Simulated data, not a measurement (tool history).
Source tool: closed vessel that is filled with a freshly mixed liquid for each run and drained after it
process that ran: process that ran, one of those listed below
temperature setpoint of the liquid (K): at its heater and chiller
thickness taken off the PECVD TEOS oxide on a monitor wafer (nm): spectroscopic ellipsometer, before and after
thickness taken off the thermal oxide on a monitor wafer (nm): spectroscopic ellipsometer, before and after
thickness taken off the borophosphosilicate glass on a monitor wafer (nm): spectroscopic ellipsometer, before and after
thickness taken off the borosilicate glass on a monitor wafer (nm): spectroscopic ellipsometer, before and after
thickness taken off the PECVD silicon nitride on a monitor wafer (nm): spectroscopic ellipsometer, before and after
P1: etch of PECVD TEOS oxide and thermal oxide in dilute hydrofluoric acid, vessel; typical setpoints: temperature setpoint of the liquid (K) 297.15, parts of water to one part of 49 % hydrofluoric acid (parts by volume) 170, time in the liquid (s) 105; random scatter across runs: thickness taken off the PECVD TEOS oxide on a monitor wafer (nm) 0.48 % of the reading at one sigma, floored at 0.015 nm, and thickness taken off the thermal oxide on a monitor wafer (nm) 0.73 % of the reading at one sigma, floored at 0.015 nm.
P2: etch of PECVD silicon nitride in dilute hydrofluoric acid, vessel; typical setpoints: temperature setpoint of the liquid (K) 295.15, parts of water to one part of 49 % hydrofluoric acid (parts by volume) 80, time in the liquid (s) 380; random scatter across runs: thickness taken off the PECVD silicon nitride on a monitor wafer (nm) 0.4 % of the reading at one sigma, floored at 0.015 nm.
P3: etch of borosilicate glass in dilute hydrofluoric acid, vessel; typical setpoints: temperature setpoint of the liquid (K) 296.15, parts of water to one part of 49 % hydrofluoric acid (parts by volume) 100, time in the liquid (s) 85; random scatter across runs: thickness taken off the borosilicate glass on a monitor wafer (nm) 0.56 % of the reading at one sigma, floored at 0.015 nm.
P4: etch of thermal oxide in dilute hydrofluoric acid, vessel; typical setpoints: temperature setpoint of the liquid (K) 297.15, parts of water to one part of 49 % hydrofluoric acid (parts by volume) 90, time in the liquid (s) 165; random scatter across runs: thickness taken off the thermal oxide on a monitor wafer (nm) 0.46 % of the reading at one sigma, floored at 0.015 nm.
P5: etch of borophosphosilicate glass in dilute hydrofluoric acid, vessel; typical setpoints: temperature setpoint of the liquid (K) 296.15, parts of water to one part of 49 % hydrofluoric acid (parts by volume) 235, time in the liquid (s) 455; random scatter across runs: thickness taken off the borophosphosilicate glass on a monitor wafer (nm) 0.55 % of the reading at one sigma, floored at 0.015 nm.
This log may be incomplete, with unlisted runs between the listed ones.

run	hour	process that ran	temperature setpoint of the liquid (K)	parts of water to one part of 49 % hydrofluoric acid (parts by volume)	time in the liquid (s)	hours since the thermometer was replaced	hours since the hydrofluoric acid flow meter was replaced	thickness taken off the PECVD TEOS oxide on a monitor wafer (nm)	thickness taken off the thermal oxide on a monitor wafer (nm)	thickness taken off the borophosphosilicate glass on a monitor wafer (nm)	thickness taken off the borosilicate glass on a monitor wafer (nm)	thickness taken off the PECVD silicon nitride on a monitor wafer (nm)
1	3.6	P1	297.15	170	105	312.9	1465.4	11.5790	2.79100			
2	6.8	P1	297.15	170	105	316.1	1468.6	11.6270	2.77320			
3	10.1	P5	301.15	235	455	319.4	1471.9			68.084		
4	14.3	P1	297.15	170	195	323.6	1476.1	21.5370	5.17630			
5	17.1	P4	304.15	90	165	326.4	1478.9		11.33800			
6	20.9	P3	303.65	100	85	330.2	1482.7				30.663	
7	24.2	P4	297.15	90	280	333.5	1486.0		14.69500			
8	27.7	P4	297.15	90	165	337.0	1489.5		8.63630			
9	30.8	P2	295.15	80	380	340.1	1492.6					9.2035
10	33.3	P2	290.15	80	380	342.6	1495.1					6.4976
11	37.5	P1	297.15	55	105	346.8	1499.3	41.4640	9.91110			
12	40.5	P3	296.15	40	85	349.8	1502.3				62.077	
13	42.8	P1	297.15	170	105	352.1	1504.6	11.6800	2.74330			
14	45.8	P1	297.15	240	105	355.1	1507.6	7.6544	1.83020			
15	48.1	P4	297.15	140	165	357.4	1509.9		5.33160			
16	50.0	P1	297.15	170	105	359.3	1511.8	11.5830	2.76830			
17	53.8	P2	295.15	140	380	363.1	1515.6					5.3130
18	58.2	P1	297.15	170	30	367.5	1520.0	3.3615	0.79593			
19	62.3	P2	295.15	80	745	371.6	1524.1					17.9890
20	64.7	P1	297.15	170	105	374.0	1526.5	11.5150	2.79170			
21	69.1	P5	296.15	235	455	378.4	1530.9			56.597		
22	73.1	P1	297.15	170	105	382.4	1534.9	11.5750	2.74730			
23	77.1	P1	297.15	45	30	386.4	1538.9	14.5740	3.48660			
24	79.7	P5	296.15	235	890	389.0	1541.5			110.260		
25	82.6	P3	296.15	100	165	391.9	1544.4				44.075	
26	86.3	P1	297.15	170	105	395.6	1548.1	11.6590	2.79150			
27	89.6	P1	303.65	170	105	398.9	1551.4	14.7390	3.52420			
28	93.9	P1	292.65	265	105	403.2	1555.7	5.7637	1.35710			
29	96.4	P5	296.15	235	455	405.7	1558.2			56.466		
30	98.5	P3	296.15	100	85	407.8	1560.3				22.943	
31	101.2	P5	296.15	75	455	410.5	1563.0			211.780		
32	103.6	P1	292.15	170	105	412.9	1565.4	9.6208	2.29020			
33	106.7	P1	297.15	170	105	416.0	1568.5	11.6840	2.82470			
34	110.2	P1	297.15	170	105	419.5	1572.0	11.2160	2.70330			
35	113.4	P1	297.15	170	105	422.7	1575.2	11.1490	2.63400			
36	116.7	P1	297.15	170	105	426.0	1578.5	10.9790	2.60390			

The next listed run, before its measurement:
37	120.8	P1	297.15	170	105	430.1	1582.6	?	?			

Logged for run 37: thickness taken off the PECVD TEOS oxide on a monitor wafer (nm) 10.8570, thickness taken off the thermal oxide on a monitor wafer (nm) 2.61210.
